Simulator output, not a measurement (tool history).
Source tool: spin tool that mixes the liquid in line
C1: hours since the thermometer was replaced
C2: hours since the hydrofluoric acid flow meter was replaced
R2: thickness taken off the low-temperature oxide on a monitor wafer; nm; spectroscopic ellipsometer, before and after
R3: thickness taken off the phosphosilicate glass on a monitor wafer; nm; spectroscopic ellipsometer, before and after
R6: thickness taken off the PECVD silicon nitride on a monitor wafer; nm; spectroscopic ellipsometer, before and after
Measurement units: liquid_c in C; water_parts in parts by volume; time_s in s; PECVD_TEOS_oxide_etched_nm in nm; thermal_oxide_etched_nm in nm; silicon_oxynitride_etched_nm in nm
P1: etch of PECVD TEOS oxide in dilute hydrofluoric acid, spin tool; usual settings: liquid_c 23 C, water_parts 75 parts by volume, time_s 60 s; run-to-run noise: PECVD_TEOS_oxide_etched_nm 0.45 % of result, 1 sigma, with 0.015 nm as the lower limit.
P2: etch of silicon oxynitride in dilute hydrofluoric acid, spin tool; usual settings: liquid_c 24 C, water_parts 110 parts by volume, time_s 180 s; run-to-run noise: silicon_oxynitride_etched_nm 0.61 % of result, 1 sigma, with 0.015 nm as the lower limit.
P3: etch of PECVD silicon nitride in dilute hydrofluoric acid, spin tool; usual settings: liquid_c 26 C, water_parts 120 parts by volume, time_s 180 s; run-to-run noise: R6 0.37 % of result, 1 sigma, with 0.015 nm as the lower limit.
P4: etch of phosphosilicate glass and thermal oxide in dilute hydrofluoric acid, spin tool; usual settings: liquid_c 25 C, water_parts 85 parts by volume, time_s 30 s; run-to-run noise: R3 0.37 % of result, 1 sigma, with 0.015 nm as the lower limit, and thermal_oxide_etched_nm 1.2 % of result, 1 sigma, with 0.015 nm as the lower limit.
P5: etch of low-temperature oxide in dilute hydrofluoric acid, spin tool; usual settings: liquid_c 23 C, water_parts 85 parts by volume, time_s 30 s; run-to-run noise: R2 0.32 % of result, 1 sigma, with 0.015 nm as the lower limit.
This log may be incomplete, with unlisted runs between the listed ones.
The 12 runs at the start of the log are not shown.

Run 13, hour 169.9: process P1, liquid_c 23 C, water_parts 75 parts by volume, time_s 25 s; C1 287.3; C2 1722.1. Result: PECVD_TEOS_oxide_etched_nm 8.8583 nm.
Run 14, hour 185.1: process P1, liquid_c 23 C, water_parts 75 parts by volume, time_s 60 s; C1 302.5; C2 1737.3. Result: PECVD_TEOS_oxide_etched_nm 21.316 nm.
Run 15, hour 196.6: process P1, liquid_c 23 C, water_parts 20 parts by volume, time_s 60 s; C1 314; C2 1748.8. Result: PECVD_TEOS_oxide_etched_nm 86.509 nm.
Run 16, hour 205.1: process P1, liquid_c 23 C, water_parts 115 parts by volume, time_s 60 s; C1 322.5; C2 1757.3. Result: PECVD_TEOS_oxide_etched_nm 13.175 nm.
Run 17, hour 218: process P1, liquid_c 23 C, water_parts 75 parts by volume, time_s 100 s; C1 335.4; C2 1770.2. Result: PECVD_TEOS_oxide_etched_nm 35.333 nm.
Run 18, hour 235.5: process P5, liquid_c 18.5 C, water_parts 85 parts by volume, time_s 30 s; C1 352.9; C2 1787.7. Result: R2 10.147 nm.
Run 19, hour 249.5: process P3, liquid_c 26 C, water_parts 120 parts by volume, time_s 295 s; C1 366.9; C2 1801.7. Result: R6 9.9729 nm.
At hour 254.8: hydrofluoric acid flow meter replaced.
Run 20, hour 267.3: process P3, liquid_c 21 C, water_parts 120 parts by volume, time_s 180 s; C1 384.7; C2 12.6. Result: R6 4.3618 nm.
Run 21, hour 282.5: process P4, liquid_c 20 C, water_parts 85 parts by volume, time_s 30 s; C1 399.9; C2 27.8. Result: R3 18.578 nm, thermal_oxide_etched_nm 1.3609 nm.
Run 22, hour 296.7: process P4, liquid_c 25 C, water_parts 85 parts by volume, time_s 50 s; C1 414.1; C2 42. Result: R3 37.95 nm, thermal_oxide_etched_nm 2.7423 nm.
Run 23, hour 313.2: process P3, liquid_c 26 C, water_parts 40 parts by volume, time_s 180 s; C1 430.6; C2 58.5. Result: R6 18.013 nm.
Run 24, hour 326.6: process P2, liquid_c 24 C, water_parts 180 parts by volume, time_s 180 s; C1 444; C2 71.9. Result: silicon_oxynitride_etched_nm 2.1555 nm.
Run 25, hour 345.3: process P1, liquid_c 23 C, water_parts 75 parts by volume, time_s 60 s; C1 462.7; C2 90.6. Result: PECVD_TEOS_oxide_etched_nm 21.247 nm.
Run 26, hour 363.2: process P3, liquid_c 26 C, water_parts 120 parts by volume, time_s 180 s; C1 480.6; C2 108.5. Result: R6 6.1432 nm.

Run 27 has not been measured yet. What should we expect?
Run 27, hour 376.2: process P5, liquid_c 23 C, water_parts 85 parts by volume, time_s 50 s; C1 493.6; C2 121.5. Result: R2 ?.

R2: 20.335 nm

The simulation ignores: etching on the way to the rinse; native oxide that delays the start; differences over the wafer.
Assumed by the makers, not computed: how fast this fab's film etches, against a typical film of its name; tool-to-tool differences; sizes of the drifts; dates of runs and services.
